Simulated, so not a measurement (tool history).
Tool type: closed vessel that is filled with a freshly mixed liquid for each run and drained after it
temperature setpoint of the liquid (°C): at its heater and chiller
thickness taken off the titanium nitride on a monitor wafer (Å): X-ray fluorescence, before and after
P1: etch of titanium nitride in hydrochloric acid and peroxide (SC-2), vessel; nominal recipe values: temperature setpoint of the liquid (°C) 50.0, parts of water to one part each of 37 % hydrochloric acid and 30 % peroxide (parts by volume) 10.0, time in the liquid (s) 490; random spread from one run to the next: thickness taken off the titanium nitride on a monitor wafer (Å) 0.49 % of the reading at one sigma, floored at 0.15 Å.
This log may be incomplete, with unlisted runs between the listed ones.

run	hour	temperature setpoint of the liquid (°C)	parts of water to one part each of 37 % hydrochloric acid and 30 % peroxide (parts by volume)	time in the liquid (s)	hours since the thermometer was replaced	hours since the chemicals flow meter was replaced	hours since the drum of peroxide was connected	thickness taken off the titanium nitride on a monitor wafer (Å)
1	5.2	50.0	10.0	490	652.4	1948.2	326.8	101.1400
2	9.9	61.0	10.0	200	657.1	1952.9	331.5	83.0140
# hour 11.7: new drum of peroxide connected
3	16.5	35.0	10.0	490	663.7	1959.5	4.8	35.4810
4	21.8	50.0	10.0	30	669.0	1964.8	10.1	6.3895
5	25.2	50.0	10.0	490	672.4	1968.2	13.5	100.8500
6	32.2	50.0	10.0	490	679.4	1975.2	20.5	100.8100
7	37.3	50.0	15.5	490	684.5	1980.3	25.6	69.4110
8	42.9	50.0	10.0	490	690.1	1985.9	31.2	100.6700
# hour 46.8: thermometer replaced
9	47.5	65.5	4.0	490	0.8	1990.5	35.8	539.1800
# hour 49.4: chemicals flow meter replaced
10	53.3	50.0	4.0	490	6.6	4.0	41.6	203.4900
11	58.4	50.0	10.0	850	11.7	9.1	46.7	174.9600
12	61.9	50.0	10.0	490	15.2	12.6	50.2	101.9000
13	65.7	65.5	10.0	490	19.0	16.4	54.0	268.5200

The next listed run, before its measurement:
14	69.8	50.0	10.0	490	23.1	20.5	58.1	?

Run 14 produced thickness taken off the titanium nitride on a monitor wafer (Å) 101.1500.

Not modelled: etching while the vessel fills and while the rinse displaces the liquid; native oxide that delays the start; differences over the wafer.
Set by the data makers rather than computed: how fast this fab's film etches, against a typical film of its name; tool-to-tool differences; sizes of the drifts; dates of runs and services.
